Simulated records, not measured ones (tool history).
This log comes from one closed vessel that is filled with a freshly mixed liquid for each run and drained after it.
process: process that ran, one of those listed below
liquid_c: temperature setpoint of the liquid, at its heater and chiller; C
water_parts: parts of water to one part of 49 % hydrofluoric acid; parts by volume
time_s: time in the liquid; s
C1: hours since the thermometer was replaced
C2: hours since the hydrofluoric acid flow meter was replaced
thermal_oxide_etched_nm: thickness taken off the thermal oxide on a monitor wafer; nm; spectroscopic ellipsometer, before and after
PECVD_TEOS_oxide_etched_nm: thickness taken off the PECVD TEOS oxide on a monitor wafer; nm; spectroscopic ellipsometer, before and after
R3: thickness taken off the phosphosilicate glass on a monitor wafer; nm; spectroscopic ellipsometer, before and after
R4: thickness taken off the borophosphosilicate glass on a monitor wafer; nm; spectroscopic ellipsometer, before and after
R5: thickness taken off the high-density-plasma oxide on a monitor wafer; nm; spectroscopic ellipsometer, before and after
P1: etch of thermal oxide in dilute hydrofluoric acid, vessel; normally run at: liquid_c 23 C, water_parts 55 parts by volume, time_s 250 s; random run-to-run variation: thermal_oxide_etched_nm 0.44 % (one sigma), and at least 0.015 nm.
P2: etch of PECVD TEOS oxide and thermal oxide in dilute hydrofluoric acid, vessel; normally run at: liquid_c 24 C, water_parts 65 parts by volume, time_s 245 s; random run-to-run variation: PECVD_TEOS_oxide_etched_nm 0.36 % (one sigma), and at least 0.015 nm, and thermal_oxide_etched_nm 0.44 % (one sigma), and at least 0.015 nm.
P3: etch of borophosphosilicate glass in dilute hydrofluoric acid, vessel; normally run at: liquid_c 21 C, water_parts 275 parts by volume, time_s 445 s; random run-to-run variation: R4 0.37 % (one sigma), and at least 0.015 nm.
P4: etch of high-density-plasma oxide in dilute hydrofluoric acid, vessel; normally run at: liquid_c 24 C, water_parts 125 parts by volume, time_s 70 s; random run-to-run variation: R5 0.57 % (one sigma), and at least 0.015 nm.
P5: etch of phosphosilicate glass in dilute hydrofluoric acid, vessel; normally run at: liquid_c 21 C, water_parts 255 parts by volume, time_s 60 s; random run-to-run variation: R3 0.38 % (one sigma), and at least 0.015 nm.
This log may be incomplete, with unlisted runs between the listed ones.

{"run": 1, "hour": 15.2, "process": "P1", "liquid_c": 23, "water_parts": 55, "time_s": 250, "C1": 341.1, "C2": 1157.8, "thermal_oxide_etched_nm": 22.06}
{"run": 2, "hour": 24.2, "process": "P2", "liquid_c": 18, "water_parts": 65, "time_s": 245, "C1": 350.1, "C2": 1166.8, "thermal_oxide_etched_nm": 13.537, "PECVD_TEOS_oxide_etched_nm": 31.371}
{"run": 3, "hour": 42.1, "process": "P1", "liquid_c": 17, "water_parts": 55, "time_s": 250, "C1": 368, "C2": 1184.7, "thermal_oxide_etched_nm": 17.148}
{"run": 4, "hour": 58.1, "process": "P1", "liquid_c": 30.5, "water_parts": 55, "time_s": 475, "C1": 384, "C2": 1200.7, "thermal_oxide_etched_nm": 56.539}
{"run": 5, "hour": 72.7, "process": "P5", "liquid_c": 21, "water_parts": 255, "time_s": 60, "C1": 398.6, "C2": 1215.3, "R3": 19.548}
{"run": 6, "hour": 81.3, "process": "P5", "liquid_c": 21, "water_parts": 95, "time_s": 60, "C1": 407.2, "C2": 1223.9, "R3": 61.961}
{"run": 7, "hour": 89.2, "process": "P1", "liquid_c": 23, "water_parts": 55, "time_s": 250, "C1": 415.1, "C2": 1231.8, "thermal_oxide_etched_nm": 22.049}
{"run": 8, "hour": 104.0, "process": "P3", "liquid_c": 21, "water_parts": 275, "time_s": 80, "C1": 429.9, "C2": 1246.6, "R4": 7.2079}
{"run": 9, "hour": 122.2, "process": "P1", "liquid_c": 23, "water_parts": 55, "time_s": 250, "C1": 448.1, "C2": 1264.8, "thermal_oxide_etched_nm": 21.932}
{"run": 10, "hour": 130.6, "process": "P1", "liquid_c": 23, "water_parts": 55, "time_s": 30, "C1": 456.5, "C2": 1273.2, "thermal_oxide_etched_nm": 2.6404}
{"run": 11, "hour": 146.8, "process": "P5", "liquid_c": 21, "water_parts": 255, "time_s": 30, "C1": 472.7, "C2": 1289.4, "R3": 9.7965}
{"run": 12, "hour": 158.6, "process": "P1", "liquid_c": 23, "water_parts": 75, "time_s": 250, "C1": 484.5, "C2": 1301.2, "thermal_oxide_etched_nm": 15.791}
{"run": 13, "hour": 170.8, "process": "P1", "liquid_c": 23, "water_parts": 55, "time_s": 250, "C1": 496.7, "C2": 1313.4, "thermal_oxide_etched_nm": 22.017}
{"run": 14, "hour": 180.7, "process": "P4", "liquid_c": 24, "water_parts": 30, "time_s": 70, "C1": 506.6, "C2": 1323.3, "R5": 25.331}
{"run": 15, "hour": 197.5, "process": "P1", "liquid_c": 23, "water_parts": 55, "time_s": 490, "C1": 523.4, "C2": 1340.1, "thermal_oxide_etched_nm": 43.46}
{"run": 16, "hour": 213.9, "process": "P1", "liquid_c": 31, "water_parts": 55, "time_s": 250, "C1": 539.8, "C2": 1356.5, "thermal_oxide_etched_nm": 30.498}
{"run": 17, "hour": 230.5, "process": "P4", "liquid_c": 17, "water_parts": 125, "time_s": 70, "C1": 556.4, "C2": 1373.1, "R5": 4.0576}
{"run": 18, "hour": 245.8, "process": "P4", "liquid_c": 24, "water_parts": 125, "time_s": 70, "C1": 571.7, "C2": 1388.4, "R5": 5.3919}
{"run": 19, "hour": 254.0, "process": "P5", "liquid_c": 21, "water_parts": 255, "time_s": 60, "C1": 579.9, "C2": 1396.6, "R3": 19.491}
{"run": 20, "hour": 271.4, "process": "P4", "liquid_c": 24, "water_parts": 125, "time_s": 135, "C1": 597.3, "C2": 1414, "R5": 10.29}
{"run": 21, "hour": 279.6, "process": "P1", "liquid_c": 23, "water_parts": 80, "time_s": 95, "C1": 605.5, "C2": 1422.2, "thermal_oxide_etched_nm": 5.5977}
{"run": 22, "hour": 291.8, "process": "P3", "liquid_c": 28, "water_parts": 275, "time_s": 445, "C1": 617.7, "C2": 1434.4, "R4": 51.294}
{"run": 23, "hour": 307.1, "process": "P2", "liquid_c": 24, "water_parts": 65, "time_s": 480, "C1": 633, "C2": 1449.7, "thermal_oxide_etched_nm": 34.217, "PECVD_TEOS_oxide_etched_nm": 78.672}
{"run": 24, "hour": 324.7, "process": "P3", "liquid_c": 21, "water_parts": 440, "time_s": 445, "C1": 650.6, "C2": 1467.3, "R4": 21.715}
{"run": 25, "hour": 334.7, "process": "P3", "liquid_c": 21, "water_parts": 275, "time_s": 445, "C1": 660.6, "C2": 1477.3, "R4": 40.237}
{"run": 26, "hour": 344.6, "process": "P5", "liquid_c": 25.5, "water_parts": 255, "time_s": 60, "C1": 670.5, "C2": 1487.2, "R3": 22.923}
{"run": 27, "hour": 361.7, "process": "P1", "liquid_c": 23, "water_parts": 55, "time_s": 250, "C1": 687.6, "C2": 1504.3, "thermal_oxide_etched_nm": 22.046}
{"run": 28, "hour": 370.2, "process": "P2", "liquid_c": 24, "water_parts": 65, "time_s": 245, "C1": 696.1, "C2": 1512.8, "thermal_oxide_etched_nm": 17.336, "PECVD_TEOS_oxide_etched_nm": 40.292}
{"hour": 386.3, "done": "thermometer replaced"}
{"run": 29, "hour": 388.2, "process": "P1", "liquid_c": 23, "water_parts": 55, "time_s": 250, "C1": 1.9, "C2": 1530.8, "thermal_oxide_etched_nm": 22.13}
{"run": 30, "hour": 402.3, "process": "P1", "liquid_c": 23, "water_parts": 20, "time_s": 250, "C1": 16, "C2": 1544.9, "thermal_oxide_etched_nm": 63.71}
{"run": 31, "hour": 412.7, "process": "P1", "liquid_c": 23, "water_parts": 75, "time_s": 30, "C1": 26.4, "C2": 1555.3, "thermal_oxide_etched_nm": 1.8713}
{"run": 32, "hour": 425.5, "process": "P2", "liquid_c": 24, "water_parts": 110, "time_s": 245, "C1": 39.2, "C2": 1568.1, "thermal_oxide_etched_nm": 9.6212, "PECVD_TEOS_oxide_etched_nm": 22.52}
{"run": 33, "hour": 437.1, "process": "P1", "liquid_c": 23, "water_parts": 55, "time_s": 250, "C1": 50.8, "C2": 1579.7, "thermal_oxide_etched_nm": 22.023}
{"run": 34, "hour": 450.4, "process": "P1", "liquid_c": 23, "water_parts": 55, "time_s": 250, "C1": 64.1, "C2": 1593, "thermal_oxide_etched_nm": 21.284}
{"run": 35, "hour": 465.2, "process": "P1", "liquid_c": 23, "water_parts": 55, "time_s": 250, "C1": 78.9, "C2": 1607.8, "thermal_oxide_etched_nm": 20.808}
{"run": 36, "hour": 475.2, "process": "P1", "liquid_c": 23, "water_parts": 55, "time_s": 250, "C1": 88.9, "C2": 1617.8, "thermal_oxide_etched_nm": 20.732}
{"run": 37, "hour": 490.2, "process": "P1", "liquid_c": 23, "water_parts": 55, "time_s": 250, "C1": 103.9, "C2": 1632.8, "thermal_oxide_etched_nm": 20.668}

Run 38 comes next. What will it give?
{"run": 38, "hour": 501.3, "process": "P1", "liquid_c": 23, "water_parts": 55, "time_s": 250, "C1": 115, "C2": 1643.9, "thermal_oxide_etched_nm": "?"}

{"run 38": {"thermal_oxide_etched_nm": 20.475}}
